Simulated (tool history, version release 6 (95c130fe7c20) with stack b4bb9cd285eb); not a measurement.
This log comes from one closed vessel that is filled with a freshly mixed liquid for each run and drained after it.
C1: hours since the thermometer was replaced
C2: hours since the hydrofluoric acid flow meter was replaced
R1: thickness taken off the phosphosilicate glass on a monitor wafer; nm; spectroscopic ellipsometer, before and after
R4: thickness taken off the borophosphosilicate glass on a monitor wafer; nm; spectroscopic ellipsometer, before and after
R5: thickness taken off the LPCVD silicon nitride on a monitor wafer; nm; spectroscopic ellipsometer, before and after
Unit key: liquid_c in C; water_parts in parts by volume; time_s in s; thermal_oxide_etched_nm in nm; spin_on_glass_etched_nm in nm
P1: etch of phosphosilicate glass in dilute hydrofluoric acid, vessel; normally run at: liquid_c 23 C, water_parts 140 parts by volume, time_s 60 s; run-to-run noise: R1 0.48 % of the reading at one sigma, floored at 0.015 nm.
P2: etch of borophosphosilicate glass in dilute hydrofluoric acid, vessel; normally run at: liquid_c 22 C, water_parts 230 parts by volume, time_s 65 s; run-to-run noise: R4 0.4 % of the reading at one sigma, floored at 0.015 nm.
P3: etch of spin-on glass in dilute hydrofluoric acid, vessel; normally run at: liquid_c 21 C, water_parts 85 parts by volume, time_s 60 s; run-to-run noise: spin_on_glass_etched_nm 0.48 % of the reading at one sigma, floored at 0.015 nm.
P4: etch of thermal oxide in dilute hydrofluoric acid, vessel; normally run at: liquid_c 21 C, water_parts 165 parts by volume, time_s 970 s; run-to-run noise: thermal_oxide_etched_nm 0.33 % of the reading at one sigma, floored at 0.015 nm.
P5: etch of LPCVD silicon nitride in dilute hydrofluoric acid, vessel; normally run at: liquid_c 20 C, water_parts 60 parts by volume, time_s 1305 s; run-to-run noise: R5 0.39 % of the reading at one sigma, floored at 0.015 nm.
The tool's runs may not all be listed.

Run 1, hour 3.8: process P1, liquid_c 23 C, water_parts 140 parts by volume, time_s 60 s; C1 690; C2 694.5. Result: R1 79.638 nm.
Run 2, hour 7.3: process P4, liquid_c 21 C, water_parts 165 parts by volume, time_s 970 s; C1 693.5; C2 698. Result: thermal_oxide_etched_nm 22.028 nm.
Run 3, hour 12.2: process P1, liquid_c 23 C, water_parts 140 parts by volume, time_s 30 s; C1 698.4; C2 702.9. Result: R1 39.724 nm.
Run 4, hour 16.4: process P3, liquid_c 21 C, water_parts 85 parts by volume, time_s 35 s; C1 702.6; C2 707.1. Result: spin_on_glass_etched_nm 12.689 nm.
Run 5, hour 20.7: process P4, liquid_c 21 C, water_parts 165 parts by volume, time_s 970 s; C1 706.9; C2 711.4. Result: thermal_oxide_etched_nm 22.042 nm.
Run 6, hour 23.7: process P1, liquid_c 23 C, water_parts 75 parts by volume, time_s 60 s; C1 709.9; C2 714.4. Result: R1 161.39 nm.
Run 7, hour 27: process P4, liquid_c 24.5 C, water_parts 165 parts by volume, time_s 970 s; C1 713.2; C2 717.7. Result: thermal_oxide_etched_nm 25.165 nm.
At hour 27.1: hydrofluoric acid flow meter replaced.
Run 8, hour 30.4: process P2, liquid_c 30 C, water_parts 230 parts by volume, time_s 65 s; C1 716.6; C2 3.3. Result: R4 22.914 nm.
At hour 33.6: thermometer replaced.
Run 9, hour 35.2: process P5, liquid_c 17 C, water_parts 60 parts by volume, time_s 1305 s; C1 1.6; C2 8.1. Result: R5 5.4559 nm.
Run 10, hour 38: process P1, liquid_c 18 C, water_parts 140 parts by volume, time_s 60 s; C1 4.4; C2 10.9. Result: R1 64.754 nm.
Run 11, hour 42.3: process P1, liquid_c 23 C, water_parts 220 parts by volume, time_s 60 s; C1 8.7; C2 15.2. Result: R1 46.583 nm.
Run 12, hour 46.8: process P5, liquid_c 20 C, water_parts 60 parts by volume, time_s 1305 s; C1 13.2; C2 19.7. Result: R5 6.7109 nm.
Run 13, hour 51.4: process P2, liquid_c 22 C, water_parts 375 parts by volume, time_s 65 s; C1 17.8; C2 24.3. Result: R4 9.3311 nm.
Run 14, hour 54.6: process P4, liquid_c 21 C, water_parts 165 parts by volume, time_s 1925 s; C1 21; C2 27.5. Result: thermal_oxide_etched_nm 43.798 nm.
Run 15, hour 57.4: process P5, liquid_c 20 C, water_parts 100 parts by volume, time_s 1305 s; C1 23.8; C2 30.3. Result: R5 4.0873 nm.
Run 16, hour 63.1: process P2, liquid_c 22 C, water_parts 230 parts by volume, time_s 95 s; C1 29.5; C2 36. Result: R4 25.407 nm.
Run 17, hour 65.8: process P1, liquid_c 28.5 C, water_parts 140 parts by volume, time_s 60 s; C1 32.2; C2 38.7. Result: R1 98.207 nm.
Run 18, hour 69.7: process P2, liquid_c 22 C, water_parts 230 parts by volume, time_s 65 s; C1 36.1; C2 42.6. Result: R4 17.426 nm.
Run 19, hour 74.7: process P1, liquid_c 23 C, water_parts 200 parts by volume, time_s 30 s; C1 41.1; C2 47.6. Result: R1 26.133 nm.
Run 20, hour 77.9: process P3, liquid_c 21 C, water_parts 150 parts by volume, time_s 60 s; C1 44.3; C2 50.8. Result: spin_on_glass_etched_nm 11.499 nm.
Run 21, hour 81.5: process P4, liquid_c 21 C, water_parts 100 parts by volume, time_s 970 s; C1 47.9; C2 54.4. Result: thermal_oxide_etched_nm 39.029 nm.
Run 22, hour 84.6: process P1, liquid_c 23 C, water_parts 140 parts by volume, time_s 60 s; C1 51; C2 57.5. Result: R1 79.268 nm.
Run 23, hour 89.3: process P3, liquid_c 21 C, water_parts 85 parts by volume, time_s 60 s; C1 55.7; C2 62.2. Result: spin_on_glass_etched_nm 21.473 nm.
Run 24, hour 93.5: process P3, liquid_c 17 C, water_parts 85 parts by volume, time_s 60 s; C1 59.9; C2 66.4. Result: spin_on_glass_etched_nm 18.47 nm.
Run 25, hour 97.7: process P5, liquid_c 20 C, water_parts 60 parts by volume, time_s 615 s; C1 64.1; C2 70.6. Result: R5 3.1925 nm.
Run 26, hour 102.1: process P1, liquid_c 23 C, water_parts 140 parts by volume, time_s 60 s; C1 68.5; C2 75. Result: R1 79.292 nm.
Run 27, hour 107.9: process P1, liquid_c 23 C, water_parts 140 parts by volume, time_s 95 s; C1 74.3; C2 80.8. Result: R1 125.13 nm.
Run 28, hour 114: process P1, liquid_c 23 C, water_parts 80 parts by volume, time_s 30 s; C1 80.4; C2 86.9. Result: R1 74.815 nm.
Run 29, hour 119.2: process P1, liquid_c 23 C, water_parts 140 parts by volume, time_s 60 s; C1 85.6; C2 92.1. Result: R1 78.874 nm.
Run 30, hour 123.3: process P1, liquid_c 23 C, water_parts 140 parts by volume, time_s 60 s; C1 89.7; C2 96.2. Result: R1 79.717 nm.
Run 31, hour 126.3: process P1, liquid_c 23 C, water_parts 140 parts by volume, time_s 60 s; C1 92.7; C2 99.2. Result: R1 79.489 nm.
Run 32, hour 132.6: process P1, liquid_c 23 C, water_parts 140 parts by volume, time_s 60 s; C1 99; C2 105.5. Result: R1 81.849 nm.
Run 33, hour 137.4: process P1, liquid_c 23 C, water_parts 140 parts by volume, time_s 60 s; C1 103.8; C2 110.3. Result: R1 83.409 nm.
Run 34, hour 141.2: process P1, liquid_c 23 C, water_parts 140 parts by volume, time_s 60 s; C1 107.6; C2 114.1. Result: R1 83.611 nm.
Run 35, hour 144.8: process P1, liquid_c 23 C, water_parts 140 parts by volume, time_s 60 s; C1 111.2; C2 117.7. Result: R1 84.138 nm.
Run 36, hour 149.1: process P1, liquid_c 23 C, water_parts 140 parts by volume, time_s 60 s; C1 115.5; C2 122. Result: R1 84.51 nm.
Run 37, hour 154.1: process P1, liquid_c 23 C, water_parts 140 parts by volume, time_s 60 s; C1 120.5; C2 127. Result: R1 85.008 nm.
Run 38, hour 157.6: process P1, liquid_c 23 C, water_parts 140 parts by volume, time_s 60 s; C1 124; C2 130.5. Result: R1 84.91 nm.
Run 39, hour 163: process P1, liquid_c 23 C, water_parts 140 parts by volume, time_s 60 s; C1 129.4; C2 135.9. Result: R1 85.506 nm.
Run 40, hour 167.9: process P1, liquid_c 23 C, water_parts 140 parts by volume, time_s 60 s; C1 134.3; C2 140.8. Result: R1 85.669 nm.
Run 41, hour 171.5: process P1, liquid_c 23 C, water_parts 140 parts by volume, time_s 60 s; C1 137.9; C2 144.4. Result: R1 85.479 nm.
Run 42, hour 174.4: process P1, liquid_c 23 C, water_parts 140 parts by volume, time_s 60 s; C1 140.8; C2 147.3. Result: R1 85.776 nm.

The output of P1 has drifted from where it used to be. Each of the 2 causes below, taken at the size shown beside it, accounts for the log equally well:
A: hydrofluoric acid flow above the setpoint (%) = 6.57
B: liquid hotter than its thermometer reads (K) = 1.91
The onset of the drift is placed at about hour 126.3.

4 check runs are offered, one wafer each, their results left as question marks. Which one tells the causes apart?
Run check 1, hour 177.3: process P4, liquid_c 21 C, water_parts 165 parts by volume, time_s 970 s. Result: thermal_oxide_etched_nm ?.
Run check 2, hour 177.3: process P5, liquid_c 20 C, water_parts 60 parts by volume, time_s 1305 s. Result: R5 ?.
Run check 3, hour 177.3: process P2, liquid_c 22 C, water_parts 230 parts by volume, time_s 65 s. Result: R4 ?.
Run check 4, hour 177.3: process P3, liquid_c 21 C, water_parts 85 parts by volume, time_s 60 s. Result: spin_on_glass_etched_nm ?.

What each check would give under each cause:
  check                   result    if A    if B
check 1  thermal_oxide_etched_nm  23.748  23.737
check 2                       R5  7.1326  7.6436
check 3                       R4  18.837  18.691
check 4  spin_on_glass_etched_nm  23.335  23.525
Separation of the two closest causes in each check, using whichever result separates them best: check 1 0.05 %; check 2 6.92 %; check 3 0.78 %; check 4 0.81 %
Of the check runs offered, only check 2 discriminates between the causes; the rest would read about the same regardless of which cause applies.

Check 2 has now been run. It gave: R5 7.6578 nm. Which of the candidate causes is it?

It was cause B: liquid hotter than its thermometer reads (K).
